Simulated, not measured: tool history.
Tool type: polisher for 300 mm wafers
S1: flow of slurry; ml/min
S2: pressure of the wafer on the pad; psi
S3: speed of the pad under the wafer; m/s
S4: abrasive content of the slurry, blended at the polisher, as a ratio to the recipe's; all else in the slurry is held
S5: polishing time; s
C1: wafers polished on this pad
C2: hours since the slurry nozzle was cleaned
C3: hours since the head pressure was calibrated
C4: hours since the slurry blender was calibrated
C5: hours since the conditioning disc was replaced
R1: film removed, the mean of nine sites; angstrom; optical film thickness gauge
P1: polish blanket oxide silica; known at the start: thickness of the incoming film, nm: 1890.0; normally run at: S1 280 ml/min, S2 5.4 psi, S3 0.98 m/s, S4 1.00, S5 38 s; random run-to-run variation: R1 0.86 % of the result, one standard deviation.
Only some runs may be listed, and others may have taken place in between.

run	hour	S1	S2	S3	S4	S5	C1	C2	C3	C4	C5	R1
1	15.3	280	5.4	0.98	1.00	38	1117	190.4	534.0	62.8	94.7	1259.50
2	27.3	390	5.4	0.98	1.00	38	1195	202.4	546.0	74.8	106.7	1292.00
3	43.1	280	5.4	0.98	1.00	38	1297	218.2	561.8	90.6	122.5	1243.60
4	53.4	280	5.4	0.98	1.00	56	1363	228.5	572.1	100.9	132.8	1873.10
5	72.5	170	5.4	0.98	1.00	38	1486	247.6	591.2	120.0	151.9	1182.20
6	84.5	280	5.4	0.98	1.00	38	1564	259.6	603.2	132.0	163.9	1228.30
7	96.4	280	3.1	0.98	1.00	38	1641	271.5	615.1	143.9	175.8	718.62
8	107.3	280	5.4	0.98	1.00	38	1711	282.4	626.0	154.8	186.7	1249.50
9	119.0	280	5.4	0.98	0.55	38	1787	294.1	637.7	166.5	198.4	898.08
10	128.0	280	5.4	0.98	1.50	38	1845	303.1	646.7	175.5	207.4	1487.40
11	146.7	280	5.4	0.98	1.00	38	1965	321.8	665.4	194.2	226.1	1250.60
12	161.3	280	5.4	1.44	1.00	38	2060	336.4	680.0	208.8	240.7	1698.10
13	178.9	280	7.9	0.98	1.00	38	2173	354.0	697.6	226.4	258.3	1835.50
14	189.6	280	5.4	0.98	1.00	18	2242	364.7	708.3	237.1	269.0	585.57
15	208.2	280	5.4	0.44	1.00	38	2363	383.3	726.9	255.7	287.6	653.25
# hour 209.3: slurry nozzle cleaned
16	225.4	280	5.4	0.98	1.00	38	2474	16.1	744.1	272.9	304.8	1254.60
17	235.4	280	2.9	0.98	1.00	20	2538	26.1	754.1	282.9	314.8	354.28

Run 18 has not been measured yet. What should we expect?
18	252.2	280	5.4	0.98	1.00	38	2647	42.9	770.9	299.7	331.6	?

{"run 18": {"R1": 1257.7}}
